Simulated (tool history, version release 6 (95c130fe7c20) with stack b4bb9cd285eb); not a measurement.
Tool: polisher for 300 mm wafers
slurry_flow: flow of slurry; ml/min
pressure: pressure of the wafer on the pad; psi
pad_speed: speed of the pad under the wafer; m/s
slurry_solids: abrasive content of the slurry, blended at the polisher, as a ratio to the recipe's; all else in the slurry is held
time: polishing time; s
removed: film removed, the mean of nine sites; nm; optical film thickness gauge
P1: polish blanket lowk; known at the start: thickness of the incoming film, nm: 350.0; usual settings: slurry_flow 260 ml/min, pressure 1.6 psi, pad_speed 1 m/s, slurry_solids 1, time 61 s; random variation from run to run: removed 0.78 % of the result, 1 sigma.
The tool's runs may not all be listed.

run   hour  slurry_flow  pressure  pad_speed  slurry_solids  time  wafers polished on this pad  hours since the slurry nozzle was cleaned  hours since the head pressure was calibrated  hours since the slurry blender was calibrated  hours since the conditioning disc was replaced  removed
  1    6.6          260       1.6          1              1    61                          385                                      345.8                                         292.4                                          180.5                                            75.1   22.434
  2   11.9          260       1.6       1.56              1    61                          437                                      351.1                                         297.7                                          185.8                                            80.4   32.038
  3   22.1          155       1.6          1              1    61                          537                                      361.3                                         307.9                                            196                                            90.6   20.801
  4   29.1          350       1.6          1              1    61                          605                                      368.3                                         314.9                                            203                                            97.6   23.072
  5   34.5          260         1          1              1    61                          658                                      373.7                                         320.3                                          208.4                                             103   13.908
      39.8  -- conditioning disc replaced and pad reconditioned
  6   43.3          260       1.6          1              1    27                          744                                      382.5                                         329.1                                          217.2                                             3.5   9.9095
  7   49.7          260       1.6          1            0.5    61                          807                                      388.9                                         335.5                                          223.6                                             9.9   15.141
  8     57          260       1.6          1              1    61                          878                                      396.2                                         342.8                                          230.9                                            17.2   22.272
  9   63.8          260       1.6          1              1    61                          944                                        403                                         349.6                                          237.7                                              24   22.519
 10   72.7          355       0.7          1              1    61                         1031                                      411.9                                         358.5                                          246.6                                            32.9   9.9383
 11   80.3          260       1.6          1              1    61                         1106                                      419.5                                         366.1                                          254.2                                            40.5   22.393
 12   87.6          260       1.6          1            1.3    61                         1177                                      426.8                                         373.4                                          261.5                                            47.8   24.854
 13     94          260       1.6          1              1    61                         1239                                      433.2                                         379.8                                          267.9                                            54.2    22.24
 14  103.5          260       1.6          1              1    93                         1332                                      442.7                                         389.3                                          277.4                                            63.7   34.181
 15  108.5          260       2.5          1              1    61                         1381                                      447.7                                         394.3                                          282.4                                            68.7   35.044
 16  113.7          260       1.6       0.68              1    61                         1432                                      452.9                                         399.5                                          287.6                                            73.9   16.407
 17  121.9          260       1.6          1              1    61                         1512                                      461.1                                         407.7                                          295.8                                            82.1   22.159
 18  131.1          260       1.6          1              1    61                         1602                                      470.3                                         416.9                                            305                                            91.3   21.618
 19  136.5          260       1.6          1              1    61                         1655                                      475.7                                         422.3                                          310.4                                            96.7   21.098
 20  141.2          260       1.6          1              1    61                         1701                                      480.4                                           427                                          315.1                                           101.4   21.051
 21  151.1          260       1.6          1              1    61                         1797                                      490.3                                         436.9                                            325                                           111.3   21.001
     153.5  -- conditioning disc replaced and pad reconditioned
 22  160.6          260       1.6          1              1    61                         1890                                      499.8                                         446.4                                          334.5                                             7.1   20.652
     161.8  -- worn pad replaced by a new one
     165.2  -- slurry nozzle cleaned
 23  165.4          260       1.6          1              1    61                           35                                        0.2                                         451.2                                          339.3                                            11.9   20.373
 24  175.6          260       1.6          1              1    61                          135                                       10.4                                         461.4                                          349.5                                            22.1    20.64
 25  181.3          260       1.6          1              1    61                          191                                       16.1                                         467.1                                          355.2                                            27.8   20.513

What P1 gives has crept away from where it was. These 2 causes fit the log equally well, each at the size given:
A: abrasive missing from the slurry, % = 16.8
B: head's pressure below its setpoint, % = 8.43
The creep began at about hour 121.9.
Why every other cause is out:
removal rate lost through wear of the pad, %: serviced at hour 161.8, which brought nothing back
slurry flow missing at the pad, %: serviced at hour 165.2, which brought nothing back
time polished since the conditioner stopped cutting, s: serviced at hour 153.5, which brought nothing back

4 check runs are offered, each on 5 wafers whose results are averaged, their results left as question marks. Which one tells the causes apart?
check 1   187          165       1.6          1              1    33                                                                                                                                                                                                                             ?
check 2   187          260       2.3       1.26              1    61                                                                                                                                                                                                                             ?
check 3   187          325       1.6          1              1    61                                                                                                                                                                                                                             ?
check 4   187          260       1.6          1           0.55    61                                                                                                                                                                                                                             ?

What each check would give under each cause:
  check   result    if A    if B
check 1  removed  10.443   10.44
check 2  removed  35.378  35.369
check 3  removed   20.88  20.875
check 4  removed  14.514  14.907
How far apart the two closest causes lie, in the result that separates them most: check 1 0.03 %; check 2 0.03 %; check 3 0.03 %; check 4 2.67 %
Only check 4 tells the causes apart: in the others they would give nearly the same result.

Then check 4 was run and gave: removed 14.587 nm. Which cause is it?

It is A: abrasive missing from the slurry, %.
